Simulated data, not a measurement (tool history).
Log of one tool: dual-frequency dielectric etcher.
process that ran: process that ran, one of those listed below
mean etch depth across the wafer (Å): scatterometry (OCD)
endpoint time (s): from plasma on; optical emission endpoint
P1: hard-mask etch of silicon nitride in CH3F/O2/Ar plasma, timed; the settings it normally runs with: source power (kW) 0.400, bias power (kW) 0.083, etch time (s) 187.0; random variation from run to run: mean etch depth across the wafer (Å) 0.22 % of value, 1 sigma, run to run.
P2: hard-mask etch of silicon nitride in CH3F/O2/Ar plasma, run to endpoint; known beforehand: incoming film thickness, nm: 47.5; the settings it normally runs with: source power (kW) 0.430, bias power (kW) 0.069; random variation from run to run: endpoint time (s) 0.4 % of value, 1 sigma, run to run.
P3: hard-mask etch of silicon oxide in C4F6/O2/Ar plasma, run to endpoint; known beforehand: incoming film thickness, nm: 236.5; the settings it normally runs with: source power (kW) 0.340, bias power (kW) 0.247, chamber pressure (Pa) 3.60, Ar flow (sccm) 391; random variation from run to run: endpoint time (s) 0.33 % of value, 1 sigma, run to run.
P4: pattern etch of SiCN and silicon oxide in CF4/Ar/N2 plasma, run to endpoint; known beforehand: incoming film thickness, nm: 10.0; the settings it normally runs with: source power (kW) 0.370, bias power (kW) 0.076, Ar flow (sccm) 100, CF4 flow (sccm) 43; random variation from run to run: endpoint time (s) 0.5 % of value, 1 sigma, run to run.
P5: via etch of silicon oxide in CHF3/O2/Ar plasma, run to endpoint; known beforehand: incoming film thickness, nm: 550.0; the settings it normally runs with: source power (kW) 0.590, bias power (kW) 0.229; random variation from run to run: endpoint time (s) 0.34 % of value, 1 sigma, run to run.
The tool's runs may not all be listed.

run,hour,process that ran,source power (kW),bias power (kW),etch time (s),Ar flow (sccm),CF4 flow (sccm),chamber pressure (Pa),hours since the last wet clean,hours since the last source power generator calibration,hours since the last bias power generator calibration,mean etch depth across the wafer (Å),endpoint time (s)
1,4.6,P1,0.400,0.083,187.0,,,,384.9,1461.8,1184.5,1371.60,
2,9.5,P1,0.400,0.083,187.0,,,,389.8,1466.7,1189.4,1370.40,
3,14.1,P4,0.370,0.062,,100,43,,394.4,1471.3,1194.0,,15.057
4,18.0,P1,0.540,0.102,187.0,,,,398.3,1475.2,1197.9,1644.50,
5,23.1,P1,0.400,0.083,187.0,,,,403.4,1480.3,1203.0,1374.30,
6,26.7,P1,0.400,0.083,107.5,,,,407.0,1483.9,1206.6,790.07,
7,32.0,P2,0.430,0.069,,,,,412.3,1489.2,1211.9,,66.991
8,35.6,P4,0.290,0.076,,100,43,,415.9,1492.8,1215.5,,17.307
9,39.0,P1,0.310,0.083,187.0,,,,419.3,1496.2,1218.9,1245.60,
# hour 42.3: bias power generator calibrated
10,44.7,P1,0.400,0.111,187.0,,,,425.0,1501.9,2.4,1527.00,
11,48.3,P1,0.400,0.083,252.5,,,,428.6,1505.5,6.0,1849.20,
12,53.7,P4,0.370,0.076,,67,43,,434.0,1510.9,11.4,,13.195
13,57.1,P1,0.400,0.083,187.0,,,,437.4,1514.3,14.8,1368.40,
14,64.0,P3,0.340,0.247,,391,,3.60,444.3,1521.2,21.7,,73.388
15,69.6,P5,0.590,0.229,,,,,449.9,1526.8,27.3,,258.210
16,73.2,P3,0.340,0.247,,495,,3.60,453.5,1530.4,30.9,,75.219
17,77.8,P2,0.430,0.093,,,,,458.1,1535.0,35.5,,60.577
18,80.9,P1,0.400,0.083,187.0,,,,461.2,1538.1,38.6,1367.00,
19,85.9,P1,0.400,0.083,187.0,,,,466.2,1543.1,43.6,1371.10,
20,92.0,P2,0.260,0.069,,,,,472.3,1549.2,49.7,,81.133
21,98.9,P3,0.470,0.247,,391,,3.60,479.2,1556.1,56.6,,64.407
22,102.9,P1,0.400,0.052,187.0,,,,483.2,1560.1,60.6,1173.00,
23,107.5,P4,0.370,0.076,,100,61,,487.8,1564.7,65.2,,13.245
24,113.3,P2,0.430,0.069,,,,,493.6,1570.5,71.0,,66.858
25,117.1,P3,0.340,0.247,,391,,5.00,497.4,1574.3,74.8,,76.366
26,123.0,P5,0.590,0.178,,,,,503.3,1580.2,80.7,,280.250
27,126.2,P5,0.790,0.229,,,,,506.5,1583.4,83.9,,231.580
28,130.9,P4,0.370,0.076,,100,43,,511.2,1588.1,88.6,,14.112
29,135.8,P3,0.340,0.158,,391,,3.60,516.1,1593.0,93.5,,84.594
30,142.6,P5,0.590,0.229,,,,,522.9,1599.8,100.3,,258.380
31,147.6,P1,0.560,0.083,187.0,,,,527.9,1604.8,105.3,1556.30,
32,153.6,P1,0.400,0.083,187.0,,,,533.9,1610.8,111.3,1372.20,
33,160.1,P1,0.400,0.083,187.0,,,,540.4,1617.3,117.8,1374.60,
34,165.7,P1,0.400,0.083,187.0,,,,546.0,1622.9,123.4,1385.10,
35,170.8,P1,0.400,0.083,187.0,,,,551.1,1628.0,128.5,1386.50,
36,177.6,P1,0.400,0.083,187.0,,,,557.9,1634.8,135.3,1391.80,
37,181.7,P1,0.400,0.083,187.0,,,,562.0,1638.9,139.4,1393.10,
38,184.8,P1,0.400,0.083,187.0,,,,565.1,1642.0,142.5,1388.80,
# hour 185.9: wet clean of the chamber
39,190.4,P1,0.400,0.083,187.0,,,,4.5,1647.6,148.1,1398.90,
40,195.7,P1,0.400,0.083,187.0,,,,9.8,1652.9,153.4,1391.80,
41,198.8,P1,0.400,0.083,187.0,,,,12.9,1656.0,156.5,1387.00,
42,202.1,P1,0.400,0.083,187.0,,,,16.2,1659.3,159.8,1390.80,
43,207.3,P1,0.400,0.083,187.0,,,,21.4,1664.5,165.0,1395.80,

What P1 gives has crept away from where it was. These 2 causes fit the log equally well, each at the size given:
A: source power that arrives over what is set, % = 4.23
B: bias power that arrives over what is set, % = 4.48
The creep began at about hour 153.6.
Why every other cause is out:
chamber walls in a state that raises the etch rate, %: was serviced at hour 185.9, once the creep was under way, yet the earlier output never came back

Of the 4 check runs below, each run on 3 wafers with the results averaged and each result still a question mark, which one would tell the listed causes apart?
check 1,212.5,P2,0.270,0.092,,,,,,,,,?
check 2,212.5,P4,0.370,0.076,,84,60,,,,,,?
check 3,212.5,P3,0.470,0.247,,391,,3.60,,,,,?
check 4,212.5,P5,0.770,0.180,,,,,,,,,?

If the cause were each of the candidates in turn, the checks would give the following:
check,result,if A,if B
check 1,endpoint time (s),70.739,70.674
check 2,endpoint time (s),12.545,12.815
check 3,endpoint time (s),63.729,63.808
check 4,endpoint time (s),249.490,249.840
Per-check spread between the two closest causes, in the result where they differ most: check 1 0.09 %; check 2 2.13 %; check 3 0.12 %; check 4 0.14 %
Check 2 distinguishes between the causes, while the remaining checks would return nearly the same result for all of them.

Here is what check 2 returned: endpoint time (s) 12.556. Which cause is it?

The cause is A: source power that arrives over what is set, %.
